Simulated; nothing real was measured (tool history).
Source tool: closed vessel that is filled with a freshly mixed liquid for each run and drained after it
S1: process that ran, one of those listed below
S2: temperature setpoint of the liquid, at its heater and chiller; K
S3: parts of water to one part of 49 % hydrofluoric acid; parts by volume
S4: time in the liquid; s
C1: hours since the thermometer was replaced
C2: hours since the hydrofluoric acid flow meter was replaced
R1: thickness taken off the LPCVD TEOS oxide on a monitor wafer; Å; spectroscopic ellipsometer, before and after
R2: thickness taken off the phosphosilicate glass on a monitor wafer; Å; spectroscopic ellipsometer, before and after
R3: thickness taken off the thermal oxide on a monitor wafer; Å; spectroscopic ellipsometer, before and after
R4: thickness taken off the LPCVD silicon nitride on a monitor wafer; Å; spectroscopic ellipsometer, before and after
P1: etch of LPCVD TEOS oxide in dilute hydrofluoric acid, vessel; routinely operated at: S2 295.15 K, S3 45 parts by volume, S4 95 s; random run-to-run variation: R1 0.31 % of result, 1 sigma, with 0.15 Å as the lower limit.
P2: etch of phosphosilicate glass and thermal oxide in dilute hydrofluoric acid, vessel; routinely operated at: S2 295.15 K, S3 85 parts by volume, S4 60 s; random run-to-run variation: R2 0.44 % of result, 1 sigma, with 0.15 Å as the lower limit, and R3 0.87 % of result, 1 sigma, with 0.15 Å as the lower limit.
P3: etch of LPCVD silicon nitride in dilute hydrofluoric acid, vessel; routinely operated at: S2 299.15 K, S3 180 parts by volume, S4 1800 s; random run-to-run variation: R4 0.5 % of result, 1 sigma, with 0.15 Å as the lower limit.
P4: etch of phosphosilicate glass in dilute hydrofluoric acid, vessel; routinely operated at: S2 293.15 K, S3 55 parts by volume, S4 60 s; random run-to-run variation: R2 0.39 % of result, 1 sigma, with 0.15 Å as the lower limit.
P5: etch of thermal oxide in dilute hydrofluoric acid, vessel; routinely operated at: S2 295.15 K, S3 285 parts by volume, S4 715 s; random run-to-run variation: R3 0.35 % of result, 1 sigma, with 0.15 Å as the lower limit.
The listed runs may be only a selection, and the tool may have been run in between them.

{"run": 1, "hour": 9.9, "S1": "P1", "S2": 295.15, "S3": 45, "S4": 95, "C1": 404.4, "C2": 1002.8, "R1": 597.32}
{"run": 2, "hour": 20.9, "S1": "P2", "S2": 295.15, "S3": 85, "S4": 60, "C1": 415.4, "C2": 1013.8, "R2": 492.73, "R3": 30.962}
{"run": 3, "hour": 26.7, "S1": "P1", "S2": 295.15, "S3": 45, "S4": 160, "C1": 421.2, "C2": 1019.6, "R1": 1005.5}
{"run": 4, "hour": 34.6, "S1": "P1", "S2": 300.15, "S3": 45, "S4": 95, "C1": 429.1, "C2": 1027.5, "R1": 734.4}
{"run": 5, "hour": 44.3, "S1": "P1", "S2": 295.15, "S3": 45, "S4": 30, "C1": 438.8, "C2": 1037.2, "R1": 189.18}
{"run": 6, "hour": 53.1, "S1": "P4", "S2": 293.15, "S3": 55, "S4": 60, "C1": 447.6, "C2": 1046, "R2": 584.03}
{"run": 7, "hour": 63.0, "S1": "P2", "S2": 295.15, "S3": 85, "S4": 30, "C1": 457.5, "C2": 1055.9, "R2": 246.68, "R3": 15.263}
{"run": 8, "hour": 69.9, "S1": "P3", "S2": 291.65, "S3": 180, "S4": 1800, "C1": 464.4, "C2": 1062.8, "R4": 34.969}
{"run": 9, "hour": 75.8, "S1": "P1", "S2": 290.15, "S3": 45, "S4": 95, "C1": 470.3, "C2": 1068.7, "R1": 482.7}
{"run": 10, "hour": 85.3, "S1": "P2", "S2": 295.15, "S3": 85, "S4": 60, "C1": 479.8, "C2": 1078.2, "R2": 498.59, "R3": 30.832}
{"run": 11, "hour": 90.9, "S1": "P1", "S2": 295.15, "S3": 30, "S4": 95, "C1": 485.4, "C2": 1083.8, "R1": 912.12}
{"run": 12, "hour": 100.4, "S1": "P5", "S2": 295.15, "S3": 285, "S4": 215, "C1": 494.9, "C2": 1093.3, "R3": 27.316}
{"run": 13, "hour": 108.2, "S1": "P5", "S2": 295.15, "S3": 285, "S4": 715, "C1": 502.7, "C2": 1101.1, "R3": 91.515}
{"run": 14, "hour": 117.9, "S1": "P1", "S2": 295.15, "S3": 70, "S4": 95, "C1": 512.4, "C2": 1110.8, "R1": 372.8}
{"run": 15, "hour": 124.9, "S1": "P5", "S2": 295.15, "S3": 285, "S4": 715, "C1": 519.4, "C2": 1117.8, "R3": 91.088}
{"run": 16, "hour": 134.1, "S1": "P4", "S2": 293.15, "S3": 55, "S4": 30, "C1": 528.6, "C2": 1127, "R2": 290.21}
{"run": 17, "hour": 144.0, "S1": "P5", "S2": 295.15, "S3": 65, "S4": 715, "C1": 538.5, "C2": 1136.9, "R3": 508.62}
{"run": 18, "hour": 151.6, "S1": "P4", "S2": 293.15, "S3": 55, "S4": 60, "C1": 546.1, "C2": 1144.5, "R2": 580.06}
{"run": 19, "hour": 161.0, "S1": "P4", "S2": 300.65, "S3": 55, "S4": 60, "C1": 555.5, "C2": 1153.9, "R2": 789.92}
{"run": 20, "hour": 167.7, "S1": "P3", "S2": 299.15, "S3": 320, "S4": 1800, "C1": 562.2, "C2": 1160.6, "R4": 31.613}
{"run": 21, "hour": 175.2, "S1": "P1", "S2": 295.15, "S3": 45, "S4": 95, "C1": 569.7, "C2": 1168.1, "R1": 596.35}
{"run": 22, "hour": 183.8, "S1": "P3", "S2": 299.15, "S3": 180, "S4": 2935, "C1": 578.3, "C2": 1176.7, "R4": 92.99}

What will run 23 give?
{"run": 23, "hour": 190.4, "S1": "P1", "S2": 302.15, "S3": 45, "S4": 30, "C1": 584.9, "C2": 1183.3, "R1": "?"}

For run 23 the tool returned R1 250.8 Å.

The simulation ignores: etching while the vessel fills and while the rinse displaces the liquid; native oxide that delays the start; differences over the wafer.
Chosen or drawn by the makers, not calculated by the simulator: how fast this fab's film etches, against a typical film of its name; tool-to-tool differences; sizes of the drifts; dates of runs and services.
